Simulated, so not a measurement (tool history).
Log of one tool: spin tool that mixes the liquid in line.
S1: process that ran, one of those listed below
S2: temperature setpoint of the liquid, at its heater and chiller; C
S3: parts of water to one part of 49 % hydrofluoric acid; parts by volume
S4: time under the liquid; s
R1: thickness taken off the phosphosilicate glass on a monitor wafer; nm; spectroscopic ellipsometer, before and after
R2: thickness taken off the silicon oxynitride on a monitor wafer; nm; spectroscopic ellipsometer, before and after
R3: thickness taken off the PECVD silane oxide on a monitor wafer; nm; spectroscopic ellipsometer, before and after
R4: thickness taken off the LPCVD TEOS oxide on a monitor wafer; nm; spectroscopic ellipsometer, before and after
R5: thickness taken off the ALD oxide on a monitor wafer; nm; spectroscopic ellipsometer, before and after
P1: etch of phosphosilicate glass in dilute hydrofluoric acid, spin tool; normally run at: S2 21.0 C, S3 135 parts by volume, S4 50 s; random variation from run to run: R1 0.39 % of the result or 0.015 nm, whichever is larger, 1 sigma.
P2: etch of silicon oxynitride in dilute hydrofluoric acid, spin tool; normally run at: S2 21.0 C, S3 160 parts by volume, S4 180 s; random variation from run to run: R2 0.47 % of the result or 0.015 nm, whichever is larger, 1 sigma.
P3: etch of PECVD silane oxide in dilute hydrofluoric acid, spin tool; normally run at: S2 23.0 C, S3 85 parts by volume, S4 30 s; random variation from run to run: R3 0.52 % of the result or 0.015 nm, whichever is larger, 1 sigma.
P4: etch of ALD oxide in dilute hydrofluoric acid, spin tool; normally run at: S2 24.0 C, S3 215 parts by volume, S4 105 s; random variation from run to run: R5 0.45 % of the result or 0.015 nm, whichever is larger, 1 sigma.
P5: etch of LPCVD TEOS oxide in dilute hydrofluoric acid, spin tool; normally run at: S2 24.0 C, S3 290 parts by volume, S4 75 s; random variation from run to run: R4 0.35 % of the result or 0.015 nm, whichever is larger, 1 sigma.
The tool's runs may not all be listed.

Run 1, hour 5.6: S1 P1, S2 21.0 C, S3 135 parts by volume, S4 50 s. Result: R1 26.7060 nm.
Run 2, hour 13.5: S1 P1, S2 21.0 C, S3 135 parts by volume, S4 75 s. Result: R1 39.9370 nm.
Run 3, hour 20.1: S1 P1, S2 17.0 C, S3 135 parts by volume, S4 85 s. Result: R1 38.4460 nm.
Run 4, hour 29.5: S1 P2, S2 21.0 C, S3 285 parts by volume, S4 180 s. Result: R2 2.30670 nm.
Run 5, hour 34.3: S1 P1, S2 17.0 C, S3 135 parts by volume, S4 50 s. Result: R1 22.6740 nm.
Run 6, hour 44.9: S1 P3, S2 23.0 C, S3 85 parts by volume, S4 60 s. Result: R3 20.5300 nm.
Run 7, hour 50.7: S1 P1, S2 21.0 C, S3 55 parts by volume, S4 50 s. Result: R1 70.9140 nm.
Run 8, hour 60.0: S1 P5, S2 24.0 C, S3 290 parts by volume, S4 75 s. Result: R4 8.7610 nm.
Run 9, hour 65.4: S1 P4, S2 24.0 C, S3 215 parts by volume, S4 15 s. Result: R5 2.0656 nm.
Run 10, hour 71.1: S1 P1, S2 21.0 C, S3 135 parts by volume, S4 50 s. Result: R1 26.5250 nm.
Run 11, hour 76.9: S1 P4, S2 28.0 C, S3 215 parts by volume, S4 105 s. Result: R5 16.6000 nm.
Run 12, hour 84.8: S1 P5, S2 24.0 C, S3 290 parts by volume, S4 30 s. Result: R4 3.5076 nm.
Run 13, hour 94.0: S1 P3, S2 23.0 C, S3 85 parts by volume, S4 30 s. Result: R3 10.2390 nm.
Run 14, hour 101.8: S1 P3, S2 23.0 C, S3 140 parts by volume, S4 30 s. Result: R3 5.7637 nm.
Run 15, hour 109.2: S1 P1, S2 21.0 C, S3 40 parts by volume, S4 30 s. Result: R1 60.2440 nm.
Run 16, hour 117.2: S1 P2, S2 21.0 C, S3 160 parts by volume, S4 20 s. Result: R2 0.50948 nm.
Run 17, hour 122.1: S1 P2, S2 21.0 C, S3 160 parts by volume, S4 180 s. Result: R2 4.47870 nm.
Run 18, hour 129.3: S1 P4, S2 24.0 C, S3 110 parts by volume, S4 105 s. Result: R5 31.8570 nm.
Run 19, hour 137.2: S1 P4, S2 24.0 C, S3 215 parts by volume, S4 105 s. Result: R5 14.4120 nm.
Run 20, hour 146.9: S1 P5, S2 24.0 C, S3 470 parts by volume, S4 75 s. Result: R4 4.6357 nm.
Run 21, hour 156.6: S1 P3, S2 23.0 C, S3 85 parts by volume, S4 30 s. Result: R3 10.1540 nm.
Run 22, hour 161.3: S1 P1, S2 27.5 C, S3 135 parts by volume, S4 50 s. Result: R1 34.0690 nm.
Run 23, hour 168.7: S1 P1, S2 21.0 C, S3 210 parts by volume, S4 50 s. Result: R1 15.8460 nm.
Run 24, hour 176.2: S1 P3, S2 31.0 C, S3 85 parts by volume, S4 30 s. Result: R3 14.0930 nm.
Run 25, hour 185.9: S1 P5, S2 24.0 C, S3 290 parts by volume, S4 75 s. Result: R4 8.8352 nm.
Run 26, hour 194.8: S1 P1, S2 21.0 C, S3 135 parts by volume, S4 50 s. Result: R1 26.5630 nm.
Run 27, hour 202.9: S1 P1, S2 21.0 C, S3 135 parts by volume, S4 50 s. Result: R1 26.5400 nm.
Run 28, hour 212.2: S1 P1, S2 21.0 C, S3 135 parts by volume, S4 15 s. Result: R1 8.0098 nm.
Run 29, hour 219.6: S1 P1, S2 29.0 C, S3 135 parts by volume, S4 15 s. Result: R1 10.7750 nm.
Run 30, hour 230.0: S1 P5, S2 32.0 C, S3 290 parts by volume, S4 75 s. Result: R4 11.4820 nm.
Run 31, hour 235.7: S1 P2, S2 17.0 C, S3 160 parts by volume, S4 180 s. Result: R2 3.64090 nm.
Run 32, hour 241.0: S1 P1, S2 21.0 C, S3 135 parts by volume, S4 50 s. Result: R1 26.7580 nm.
Run 33, hour 246.9: S1 P1, S2 21.0 C, S3 135 parts by volume, S4 50 s. Result: R1 26.4990 nm.
Run 34, hour 255.2: S1 P1, S2 21.0 C, S3 135 parts by volume, S4 50 s. Result: R1 27.8350 nm.
Run 35, hour 261.5: S1 P1, S2 21.0 C, S3 135 parts by volume, S4 50 s. Result: R1 28.3380 nm.
Run 36, hour 266.7: S1 P1, S2 21.0 C, S3 135 parts by volume, S4 50 s. Result: R1 28.6360 nm.
Run 37, hour 272.5: S1 P1, S2 21.0 C, S3 135 parts by volume, S4 50 s. Result: R1 28.7890 nm.
Run 38, hour 279.1: S1 P1, S2 21.0 C, S3 135 parts by volume, S4 50 s. Result: R1 29.1250 nm.
Run 39, hour 284.5: S1 P1, S2 21.0 C, S3 135 parts by volume, S4 50 s. Result: R1 28.9040 nm.

What P1 gives has crept away from where it was. These 2 causes fit the log equally well, each at the size given:
A: hydrofluoric acid flow above the setpoint (%) = 7.4
B: liquid hotter than its thermometer reads (K) = 2.08
The creep began at about hour 246.9.

4 check runs are offered, one wafer each, their results left as question marks. Which one tells the causes apart?
Run check 1, hour 289.9: S1 P4, S2 24.0 C, S3 140 parts by volume, S4 25 s. Result: R5 ?.
Run check 2, hour 289.9: S1 P5, S2 31.5 C, S3 440 parts by volume, S4 75 s. Result: R4 ?.
Run check 3, hour 289.9: S1 P3, S2 27.5 C, S3 85 parts by volume, S4 45 s. Result: R3 ?.
Run check 4, hour 289.9: S1 P2, S2 21.0 C, S3 285 parts by volume, S4 180 s. Result: R2 ?.

What each check would give under each cause:
  check  result     if A     if B
check 1      R5   6.2284   6.2071
check 2      R4   7.0323   6.7401
check 3      R3  19.8180  19.8300
check 4      R2  2.49590  2.51320
How far apart the two closest causes lie, in the result that separates them most: check 1 0.34 %; check 2 4.24 %; check 3 0.06 %; check 4 0.69 %
Only check 2 tells the causes apart: in the others they would give nearly the same result.

Check 2 was then run and gave: R4 6.7236 nm. Which cause is it?

It is B: liquid hotter than its thermometer reads (K).

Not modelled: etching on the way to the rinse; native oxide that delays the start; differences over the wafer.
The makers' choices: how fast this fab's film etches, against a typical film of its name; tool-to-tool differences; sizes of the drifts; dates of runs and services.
